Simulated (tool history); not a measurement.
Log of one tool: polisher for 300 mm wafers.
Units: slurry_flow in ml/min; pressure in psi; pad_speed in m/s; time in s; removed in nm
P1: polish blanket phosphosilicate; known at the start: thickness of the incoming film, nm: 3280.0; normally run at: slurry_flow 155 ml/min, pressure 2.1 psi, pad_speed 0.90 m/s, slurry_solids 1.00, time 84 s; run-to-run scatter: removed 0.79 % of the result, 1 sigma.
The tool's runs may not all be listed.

Run 1, hour 11.5: slurry_flow 155 ml/min, pressure 2.1 psi, pad_speed 0.90 m/s, slurry_solids 1.00, time 84 s. Result: removed 465.77 nm.
Run 2, hour 25.8: slurry_flow 155 ml/min, pressure 1.2 psi, pad_speed 0.90 m/s, slurry_solids 1.00, time 84 s. Result: removed 267.41 nm.
Run 3, hour 35.4: slurry_flow 155 ml/min, pressure 2.1 psi, pad_speed 0.90 m/s, slurry_solids 1.00, time 84 s. Result: removed 468.87 nm.
Run 4, hour 49.2: slurry_flow 155 ml/min, pressure 2.1 psi, pad_speed 0.90 m/s, slurry_solids 1.00, time 131 s. Result: removed 728.28 nm.
Run 5, hour 61.4: slurry_flow 155 ml/min, pressure 2.1 psi, pad_speed 0.90 m/s, slurry_solids 1.45, time 84 s. Result: removed 542.30 nm.
Run 6, hour 70.5: slurry_flow 155 ml/min, pressure 2.1 psi, pad_speed 1.18 m/s, slurry_solids 1.00, time 84 s. Result: removed 580.04 nm.
Run 7, hour 77.5: slurry_flow 155 ml/min, pressure 3.1 psi, pad_speed 0.90 m/s, slurry_solids 1.00, time 84 s. Result: removed 687.69 nm.
Run 8, hour 91.9: slurry_flow 155 ml/min, pressure 2.1 psi, pad_speed 0.50 m/s, slurry_solids 1.00, time 84 s. Result: removed 294.04 nm.
Run 9, hour 102.9: slurry_flow 155 ml/min, pressure 2.1 psi, pad_speed 0.90 m/s, slurry_solids 1.00, time 84 s. Result: removed 466.73 nm.
Run 10, hour 113.5: slurry_flow 95 ml/min, pressure 2.1 psi, pad_speed 0.90 m/s, slurry_solids 1.00, time 84 s. Result: removed 420.45 nm.
Run 11, hour 125.6: slurry_flow 155 ml/min, pressure 2.1 psi, pad_speed 0.90 m/s, slurry_solids 1.00, time 55 s. Result: removed 307.68 nm.
Run 12, hour 139.4: slurry_flow 155 ml/min, pressure 2.1 psi, pad_speed 0.90 m/s, slurry_solids 1.00, time 84 s. Result: removed 467.71 nm.
Run 13, hour 146.6: slurry_flow 155 ml/min, pressure 2.1 psi, pad_speed 0.90 m/s, slurry_solids 0.55, time 84 s. Result: removed 340.52 nm.
At hour 154.8: slurry blender recalibrated.
Run 14, hour 160.0: slurry_flow 155 ml/min, pressure 2.1 psi, pad_speed 0.90 m/s, slurry_solids 1.00, time 84 s. Result: removed 465.89 nm.
At hour 172.7: worn pad replaced by a new one.
Run 15, hour 173.2: slurry_flow 155 ml/min, pressure 1.5 psi, pad_speed 1.22 m/s, slurry_solids 1.00, time 84 s. Result: removed 424.99 nm.
Run 16, hour 186.9: slurry_flow 210 ml/min, pressure 2.1 psi, pad_speed 0.90 m/s, slurry_solids 1.00, time 84 s. Result: removed 484.71 nm.
Run 17, hour 198.2: slurry_flow 155 ml/min, pressure 2.1 psi, pad_speed 0.90 m/s, slurry_solids 1.00, time 84 s. Result: removed 470.13 nm.
Run 18, hour 206.4: slurry_flow 155 ml/min, pressure 2.1 psi, pad_speed 0.90 m/s, slurry_solids 1.00, time 84 s. Result: removed 452.02 nm.
Run 19, hour 213.5: slurry_flow 155 ml/min, pressure 2.1 psi, pad_speed 0.90 m/s, slurry_solids 1.00, time 84 s. Result: removed 445.54 nm.
Run 20, hour 221.6: slurry_flow 155 ml/min, pressure 2.1 psi, pad_speed 0.90 m/s, slurry_solids 1.00, time 84 s. Result: removed 439.97 nm.
Run 21, hour 234.9: slurry_flow 155 ml/min, pressure 2.1 psi, pad_speed 0.90 m/s, slurry_solids 1.00, time 84 s. Result: removed 429.06 nm.
At hour 246.0: conditioning disc replaced and pad reconditioned.
Run 22, hour 247.3: slurry_flow 155 ml/min, pressure 2.1 psi, pad_speed 0.90 m/s, slurry_solids 1.00, time 84 s. Result: removed 427.43 nm.
Run 23, hour 258.0: slurry_flow 155 ml/min, pressure 2.1 psi, pad_speed 0.90 m/s, slurry_solids 1.00, time 84 s. Result: removed 414.81 nm.
At hour 266.5: worn pad replaced by a new one.
Run 24, hour 267.6: slurry_flow 155 ml/min, pressure 2.1 psi, pad_speed 0.90 m/s, slurry_solids 1.00, time 84 s. Result: removed 424.04 nm.
At hour 274.5: slurry nozzle cleaned.
Run 25, hour 275.6: slurry_flow 155 ml/min, pressure 2.1 psi, pad_speed 0.90 m/s, slurry_solids 1.00, time 84 s. Result: removed 417.51 nm.
Run 26, hour 289.1: slurry_flow 155 ml/min, pressure 2.1 psi, pad_speed 0.90 m/s, slurry_solids 1.00, time 84 s. Result: removed 416.05 nm.
Run 27, hour 301.0: slurry_flow 155 ml/min, pressure 2.1 psi, pad_speed 0.90 m/s, slurry_solids 1.00, time 84 s. Result: removed 409.69 nm.

What P1 gives has crept away from where it was. These 2 causes fit the log equally well, each at the size given:
A: head's pressure below its setpoint, % = 10.4
B: abrasive missing from the slurry, % = 20.3
The creep began at about hour 198.2.
Why every other cause is out:
removal rate lost through wear of the pad, %: serviced at hour 266.5, which brought nothing back
slurry flow missing at the pad, %: serviced at hour 274.5, which brought nothing back
time polished since the conditioner stopped cutting, s: serviced at hour 246.0, which brought nothing back

4 check runs are offered, each on 3 wafers whose results are averaged, their results left as question marks. Which one tells the causes apart?
Run check 1, hour 312.9: slurry_flow 155 ml/min, pressure 3.0 psi, pad_speed 1.18 m/s, slurry_solids 1.00, time 84 s. Result: removed ?.
Run check 2, hour 312.9: slurry_flow 95 ml/min, pressure 2.1 psi, pad_speed 1.18 m/s, slurry_solids 1.00, time 84 s. Result: removed ?.
Run check 3, hour 312.9: slurry_flow 185 ml/min, pressure 2.1 psi, pad_speed 0.90 m/s, slurry_solids 1.00, time 84 s. Result: removed ?.
Run check 4, hour 312.9: slurry_flow 155 ml/min, pressure 2.1 psi, pad_speed 0.90 m/s, slurry_solids 0.55, time 129 s. Result: removed ?.

What each check would give under each cause:
  check   result    if A    if B
check 1  removed  741.88  742.07
check 2  removed  468.27  468.39
check 3  removed  429.74  429.85
check 4  removed  468.07  452.90
How far apart the two closest causes lie, in the result that separates them most: check 1 0.03 %; check 2 0.03 %; check 3 0.03 %; check 4 3.29 %
Only check 4 tells the causes apart: in the others they would give nearly the same result.

Check 4 was then run and gave: removed 454.66 nm. Which cause is it?

It is B: abrasive missing from the slurry, %.

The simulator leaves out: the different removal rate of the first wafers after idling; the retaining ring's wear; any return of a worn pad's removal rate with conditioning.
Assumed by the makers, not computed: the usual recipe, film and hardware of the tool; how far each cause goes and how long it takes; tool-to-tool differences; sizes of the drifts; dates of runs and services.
